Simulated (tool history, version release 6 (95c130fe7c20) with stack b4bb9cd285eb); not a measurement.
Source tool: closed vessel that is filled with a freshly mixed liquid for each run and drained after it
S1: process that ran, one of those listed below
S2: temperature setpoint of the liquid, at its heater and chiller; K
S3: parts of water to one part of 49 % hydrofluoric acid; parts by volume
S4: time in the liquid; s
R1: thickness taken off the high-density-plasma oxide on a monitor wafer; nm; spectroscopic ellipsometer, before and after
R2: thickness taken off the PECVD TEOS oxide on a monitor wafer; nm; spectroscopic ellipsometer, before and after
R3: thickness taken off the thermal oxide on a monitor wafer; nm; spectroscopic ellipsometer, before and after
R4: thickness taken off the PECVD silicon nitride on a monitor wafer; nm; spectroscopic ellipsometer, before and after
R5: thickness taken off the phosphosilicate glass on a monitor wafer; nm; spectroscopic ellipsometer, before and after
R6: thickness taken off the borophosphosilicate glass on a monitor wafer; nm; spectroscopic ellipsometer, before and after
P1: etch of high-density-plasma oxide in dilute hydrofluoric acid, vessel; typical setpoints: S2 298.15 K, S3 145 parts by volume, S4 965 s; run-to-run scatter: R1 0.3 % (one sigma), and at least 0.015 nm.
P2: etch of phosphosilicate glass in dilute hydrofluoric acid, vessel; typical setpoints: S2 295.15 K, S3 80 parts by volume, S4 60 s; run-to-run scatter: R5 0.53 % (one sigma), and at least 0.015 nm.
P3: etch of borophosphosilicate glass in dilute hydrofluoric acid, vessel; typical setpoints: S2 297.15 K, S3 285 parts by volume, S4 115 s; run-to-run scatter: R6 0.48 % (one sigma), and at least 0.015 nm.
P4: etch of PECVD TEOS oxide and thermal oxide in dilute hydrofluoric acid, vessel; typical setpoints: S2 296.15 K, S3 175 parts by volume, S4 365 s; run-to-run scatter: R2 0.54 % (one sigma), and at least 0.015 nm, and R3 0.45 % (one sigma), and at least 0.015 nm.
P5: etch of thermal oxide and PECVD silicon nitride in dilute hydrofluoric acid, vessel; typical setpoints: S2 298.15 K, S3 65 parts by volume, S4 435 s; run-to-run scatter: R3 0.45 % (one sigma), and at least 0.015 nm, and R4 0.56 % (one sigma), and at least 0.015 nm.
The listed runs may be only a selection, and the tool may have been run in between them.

| run | hour | S1 | S2 | S3 | S4 | R1 | R2 | R3 | R4 | R5 | R6 |
|---|---|---|---|---|---|---|---|---|---|---|---|
| 1 | 6.4 | P1 | 298.15 | 145 | 965 | 33.9360 |  |  |  |  |  |
| 2 | 12.1 | P1 | 298.15 | 145 | 965 | 34.0410 |  |  |  |  |  |
| 3 | 16.3 | P1 | 298.15 | 145 | 270 | 9.5141 |  |  |  |  |  |
| 4 | 21.5 | P4 | 290.15 | 175 | 365 |  | 34.703 | 6.6001 |  |  |  |
| 5 | 26.4 | P1 | 298.15 | 145 | 965 | 33.8650 |  |  |  |  |  |
| 6 | 31.5 | P5 | 293.15 | 65 | 435 |  |  | 28.1360 | 12.236 |  |  |
| 7 | 37.5 | P1 | 298.15 | 145 | 965 | 33.9800 |  |  |  |  |  |
| 8 | 43.6 | P2 | 301.15 | 80 | 60 |  |  |  |  | 177.590 |  |
| 9 | 49.2 | P2 | 295.15 | 145 | 60 |  |  |  |  | 71.166 |  |
| 10 | 53.8 | P1 | 298.15 | 65 | 965 | 84.2800 |  |  |  |  |  |
| 11 | 58.9 | P2 | 295.15 | 80 | 60 |  |  |  |  | 140.400 |  |
| 12 | 65.6 | P5 | 298.15 | 110 | 435 |  |  | 19.2440 | 10.088 |  |  |
| 13 | 71.4 | P1 | 298.15 | 145 | 965 | 34.0550 |  |  |  |  |  |
| 14 | 75.9 | P3 | 297.15 | 285 | 180 |  |  |  |  |  | 24.682 |
| 15 | 80.1 | P1 | 304.65 | 145 | 1740 | 77.7320 |  |  |  |  |  |
| 16 | 85.9 | P4 | 296.15 | 175 | 365 |  | 43.741 | 8.3640 |  |  |  |
| 17 | 89.3 | P4 | 296.15 | 175 | 115 |  | 13.917 | 2.6392 |  |  |  |
| 18 | 92.6 | P1 | 304.65 | 70 | 965 | 99.4540 |  |  |  |  |  |
| 19 | 98.7 | P2 | 295.15 | 80 | 30 |  |  |  |  | 69.501 |  |
| 20 | 103.2 | P1 | 291.65 | 145 | 965 | 26.2700 |  |  |  |  |  |
| 21 | 109.5 | P3 | 297.15 | 285 | 115 |  |  |  |  |  | 15.738 |
| 22 | 116.1 | P3 | 297.15 | 60 | 115 |  |  |  |  |  | 96.621 |
| 23 | 123.2 | P1 | 298.15 | 145 | 965 | 33.9210 |  |  |  |  |  |
| 24 | 127.1 | P1 | 298.15 | 145 | 965 | 33.9020 |  |  |  |  |  |
| 25 | 132.9 | P1 | 298.15 | 255 | 965 | 17.0980 |  |  |  |  |  |
| 26 | 137.5 | P4 | 296.15 | 80 | 365 |  | 107.760 | 20.3420 |  |  |  |
| 27 | 142.9 | P1 | 306.15 | 145 | 965 | 45.6440 |  |  |  |  |  |
| 28 | 149.5 | P1 | 303.65 | 80 | 965 | 82.5120 |  |  |  |  |  |
| 29 | 156.3 | P1 | 298.15 | 145 | 1405 | 49.2480 |  |  |  |  |  |
| 30 | 160.0 | P5 | 298.15 | 65 | 785 |  |  | 62.8860 | 30.897 |  |  |
| 31 | 163.2 | P5 | 298.15 | 65 | 435 |  |  | 34.4370 | 17.003 |  |  |
| 32 | 168.2 | P3 | 291.15 | 285 | 115 |  |  |  |  |  | 12.665 |
| 33 | 172.5 | P1 | 298.15 | 145 | 965 | 33.8310 |  |  |  |  |  |
| 34 | 175.9 | P1 | 298.15 | 145 | 965 | 33.4760 |  |  |  |  |  |
| 35 | 182.0 | P1 | 298.15 | 145 | 965 | 32.8210 |  |  |  |  |  |
| 36 | 187.4 | P1 | 298.15 | 145 | 965 | 32.4470 |  |  |  |  |  |
| 37 | 194.1 | P1 | 298.15 | 145 | 965 | 32.4610 |  |  |  |  |  |
| 38 | 200.4 | P1 | 298.15 | 145 | 965 | 32.1900 |  |  |  |  |  |
| 39 | 206.5 | P1 | 298.15 | 145 | 965 | 32.0250 |  |  |  |  |  |
| 40 | 213.1 | P1 | 298.15 | 145 | 965 | 32.0370 |  |  |  |  |  |
| 41 | 217.9 | P1 | 298.15 | 145 | 965 | 31.8990 |  |  |  |  |  |
| 42 | 224.9 | P1 | 298.15 | 145 | 965 | 31.8250 |  |  |  |  |  |

The log shows P1 creeping away from where it was. Any of the 2 causes listed here, at the size stated for it, fits the log just as well as the others:
A: hydrofluoric acid flow below the setpoint (%) = 5.06
B: liquid colder than its thermometer reads (K) = 1.6
The creep began at about hour 172.5.

Consider the 4 single-wafer check runs listed below, results given as question marks: which one distinguishes between the causes by giving clearly different results for each?
| check 1 | 231.9 | P3 | 297.15 | 285 | 115 |  |  |  |  |  | ? |
| check 2 | 231.9 | P5 | 298.15 | 65 | 435 |  |  | ? | ? |  |  |
| check 3 | 231.9 | P4 | 296.15 | 175 | 365 |  | ? | ? |  |  |  |
| check 4 | 231.9 | P2 | 295.15 | 80 | 60 |  |  |  |  | ? |  |

What each check would give under each cause:
| check | result | if A | if B |
|---|---|---|---|
| check 1 | R6 | 14.766 | 14.917 |
| check 2 | R3 | 32.7360 | 32.4590 |
| check 2 | R4 | 16.173 | 15.294 |
| check 3 | R2 | 41.304 | 41.333 |
| check 3 | R3 | 7.8510 | 7.8565 |
| check 4 | R5 | 131.600 | 130.440 |
How far apart the two closest causes lie, in the result that separates them most: check 1 1.02 %; check 2 5.59 %; check 3 0.07 %; check 4 0.89 %
The other checks would show nearly matching results whichever cause is true, so check 2 is the only one that separates the causes.

Then check 2 was run and gave: R3 32.6080 nm; R4 16.153 nm. Which cause is it?

It was cause A: hydrofluoric acid flow below the setpoint (%).

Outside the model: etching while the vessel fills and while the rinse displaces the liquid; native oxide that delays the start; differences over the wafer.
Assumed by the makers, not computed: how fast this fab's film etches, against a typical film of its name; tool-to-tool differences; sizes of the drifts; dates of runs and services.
